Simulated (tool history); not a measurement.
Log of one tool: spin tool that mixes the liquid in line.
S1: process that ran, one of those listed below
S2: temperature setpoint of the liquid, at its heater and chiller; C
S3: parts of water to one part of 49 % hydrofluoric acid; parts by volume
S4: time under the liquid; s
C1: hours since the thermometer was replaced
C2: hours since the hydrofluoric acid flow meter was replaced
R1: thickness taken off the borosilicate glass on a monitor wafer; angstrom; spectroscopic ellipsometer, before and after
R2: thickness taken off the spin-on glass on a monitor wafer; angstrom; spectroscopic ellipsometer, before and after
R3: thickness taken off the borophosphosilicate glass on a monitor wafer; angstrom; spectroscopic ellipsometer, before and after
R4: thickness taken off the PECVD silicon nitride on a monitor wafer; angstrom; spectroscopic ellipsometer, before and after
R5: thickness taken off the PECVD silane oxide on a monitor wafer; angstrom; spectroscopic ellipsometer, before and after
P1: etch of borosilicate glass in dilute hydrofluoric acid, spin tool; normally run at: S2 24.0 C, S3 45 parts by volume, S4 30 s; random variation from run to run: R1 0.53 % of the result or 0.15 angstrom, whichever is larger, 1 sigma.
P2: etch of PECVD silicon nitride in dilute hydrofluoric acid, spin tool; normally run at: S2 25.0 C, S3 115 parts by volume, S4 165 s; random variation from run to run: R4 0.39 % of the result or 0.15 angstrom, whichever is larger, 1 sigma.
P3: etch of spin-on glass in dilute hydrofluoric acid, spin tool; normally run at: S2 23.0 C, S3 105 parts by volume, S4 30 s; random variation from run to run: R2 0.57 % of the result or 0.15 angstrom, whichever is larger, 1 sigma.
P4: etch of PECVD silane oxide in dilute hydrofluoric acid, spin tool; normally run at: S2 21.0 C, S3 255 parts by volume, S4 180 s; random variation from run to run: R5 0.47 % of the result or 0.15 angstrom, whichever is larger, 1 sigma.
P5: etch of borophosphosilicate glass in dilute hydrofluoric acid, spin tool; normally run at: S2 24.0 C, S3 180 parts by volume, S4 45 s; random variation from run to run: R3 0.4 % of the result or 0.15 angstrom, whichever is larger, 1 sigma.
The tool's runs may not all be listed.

run 1 hour=4.6 | S1=P1 S2=24.0 S3=45 S4=30 | C1=206.6 C2=750.6 | R1=183.590
run 2 hour=8.9 | S1=P1 S2=28.5 S3=45 S4=30 | C1=210.9 C2=754.9 | R1=221.140
run 3 hour=11.9 | S1=P3 S2=23.0 S3=105 S4=30 | C1=213.9 C2=757.9 | R2=121.360
run 4 hour=16.5 | S1=P1 S2=24.0 S3=70 S4=30 | C1=218.5 C2=762.5 | R1=114.320
run 5 hour=20.8 | S1=P1 S2=31.0 S3=45 S4=15 | C1=222.8 C2=766.8 | R1=123.050
run 6 hour=25.9 | S1=P1 S2=24.0 S3=45 S4=30 | C1=227.9 C2=771.9 | R1=183.770
run 7 hour=31.5 | S1=P1 S2=24.0 S3=45 S4=15 | C1=233.5 C2=777.5 | R1=92.224
run 8 hour=35.0 | S1=P1 S2=24.0 S3=45 S4=30 | C1=237.0 C2=781.0 | R1=184.400
run 9 hour=40.3 | S1=P5 S2=17.0 S3=180 S4=45 | C1=242.3 C2=786.3 | R3=84.292
run 10 hour=43.1 | S1=P3 S2=17.0 S3=105 S4=30 | C1=245.1 C2=789.1 | R2=94.831
run 11 hour=46.8 | S1=P1 S2=31.0 S3=45 S4=45 | C1=248.8 C2=792.8 | R1=366.140
-- hour=49.8 thermometer replaced
run 12 hour=52.9 | S1=P2 S2=25.0 S3=115 S4=320 | C1=3.1 C2=798.9 | R4=162.89
run 13 hour=56.2 | S1=P3 S2=23.0 S3=45 S4=30 | C1=6.4 C2=802.2 | R2=300.400
run 14 hour=61.7 | S1=P5 S2=24.0 S3=180 S4=45 | C1=11.9 C2=807.7 | R3=110.880
run 15 hour=66.7 | S1=P1 S2=30.5 S3=60 S4=30 | C1=16.9 C2=812.7 | R1=175.280
run 16 hour=69.5 | S1=P1 S2=24.0 S3=45 S4=60 | C1=19.7 C2=815.5 | R1=369.590
run 17 hour=75.0 | S1=P4 S2=21.0 S3=65 S4=180 | C1=25.2 C2=821.0 | R5=706.97
run 18 hour=80.3 | S1=P1 S2=24.0 S3=45 S4=30 | C1=30.5 C2=826.3 | R1=183.600
run 19 hour=86.3 | S1=P5 S2=24.0 S3=35 S4=45 | C1=36.5 C2=832.3 | R3=683.620
run 20 hour=91.9 | S1=P1 S2=24.0 S3=20 S4=30 | C1=42.1 C2=837.9 | R1=429.650

Run 21 comes next. What will it give?
run 21 hour=95.4 | S1=P4 S2=17.0 S3=255 S4=180 | C1=45.6 C2=841.4 | R5=?

Run 21 gave R5 126.65 angstrom.
